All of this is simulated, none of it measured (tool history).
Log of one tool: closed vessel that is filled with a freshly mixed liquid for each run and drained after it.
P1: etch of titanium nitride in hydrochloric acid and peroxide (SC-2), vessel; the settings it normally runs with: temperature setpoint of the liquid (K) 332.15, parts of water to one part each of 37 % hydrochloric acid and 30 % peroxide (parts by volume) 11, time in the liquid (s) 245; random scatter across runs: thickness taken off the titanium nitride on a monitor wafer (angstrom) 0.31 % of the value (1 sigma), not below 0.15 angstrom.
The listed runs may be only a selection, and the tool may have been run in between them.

| run | hour | temperature setpoint of the liquid (K) | parts of water to one part each of 37 % hydrochloric acid and 30 % peroxide (parts by volume) | time in the liquid (s) | thickness taken off the titanium nitride on a monitor wafer (angstrom) |
|---|---|---|---|---|---|
| 1 | 6.6 | 332.15 | 11 | 245 | 96.057 |
| 2 | 15.3 | 332.15 | 11 | 245 | 95.769 |
| 3 | 29.2 | 316.15 | 11 | 245 | 33.159 |
|  | 31.1 | thermometer replaced |
| 4 | 41.4 | 332.15 | 11 | 475 | 186.970 |
| 5 | 49.5 | 319.65 | 11 | 475 | 82.290 |
| 6 | 58.8 | 332.15 | 11 | 245 | 96.932 |
| 7 | 68.0 | 345.15 | 11 | 245 | 212.240 |
| 8 | 77.8 | 340.15 | 11 | 50 | 32.231 |
| 9 | 89.5 | 332.15 | 19 | 245 | 59.797 |
| 10 | 98.8 | 332.15 | 11 | 245 | 95.585 |
| 11 | 111.1 | 332.15 | 11 | 30 | 11.958 |
| 12 | 118.4 | 332.15 | 11 | 245 | 96.332 |
| 13 | 130.3 | 332.15 | 4 | 245 | 209.450 |
| 14 | 139.1 | 332.15 | 11 | 245 | 96.135 |
| 15 | 150.9 | 322.65 | 11 | 145 | 30.877 |
| 16 | 162.8 | 332.15 | 11 | 245 | 95.901 |
| 17 | 174.1 | 332.15 | 11 | 245 | 95.821 |
| 18 | 184.2 | 332.15 | 11 | 245 | 98.619 |
| 19 | 194.6 | 332.15 | 11 | 245 | 101.480 |
| 20 | 208.7 | 332.15 | 11 | 245 | 102.970 |
| 21 | 218.8 | 332.15 | 11 | 245 | 103.660 |
| 22 | 228.5 | 332.15 | 11 | 245 | 103.770 |
| 23 | 236.4 | 332.15 | 11 | 245 | 103.640 |
| 24 | 248.0 | 332.15 | 11 | 245 | 105.550 |
| 25 | 258.8 | 332.15 | 11 | 245 | 104.730 |
| 26 | 271.3 | 332.15 | 11 | 245 | 105.310 |
| 27 | 282.6 | 332.15 | 11 | 245 | 105.480 |

The log shows P1 creeping away from where it was. Any of the 2 causes listed here, at the size stated for it, fits the log just as well as the others:
A: liquid hotter than its thermometer reads (K) = 1.41
B: chemicals flow above the setpoint (%) = 11.1
At approximately hour 174.1, the process output began to creep.
Why every other cause is out:
peroxide weaker than its label (%): capped at 8; at that size thickness taken off the titanium nitride on a monitor wafer (angstrom) would change by -7.4 %, too little to explain the creep or opposite to it

4 check runs are offered, one wafer each, their results left as question marks. Which one tells the causes apart?
| check 1 | 293.9 | 332.15 | 11.0 | 410 | ? |
| check 2 | 293.9 | 339.15 | 11.0 | 70 | ? |
| check 3 | 293.9 | 332.15 | 18.5 | 30 | ? |
| check 4 | 293.9 | 316.65 | 4.0 | 245 | ? |

If the cause were each of the candidates in turn, the checks would give the following:
| check | result | if A | if B |
|---|---|---|---|
| check 1 | thickness taken off the titanium nitride on a monitor wafer (angstrom) | 175.9400 | 175.8900 |
| check 2 | thickness taken off the titanium nitride on a monitor wafer (angstrom) | 46.1330 | 46.2870 |
| check 3 | thickness taken off the titanium nitride on a monitor wafer (angstrom) | 8.1637 | 8.2117 |
| check 4 | thickness taken off the titanium nitride on a monitor wafer (angstrom) | 82.3670 | 80.0530 |
Separation of the two closest causes in each check, using whichever result separates them best: check 1 0.03 %; check 2 0.33 %; check 3 0.59 %; check 4 2.85 %
Of the check runs offered, only check 4 discriminates between the causes; the rest would read about the same regardless of which cause applies.

The results of check 4 are: thickness taken off the titanium nitride on a monitor wafer (angstrom) 81.8670. Based on these, which of the listed causes is it?

The cause is A: liquid hotter than its thermometer reads (K).
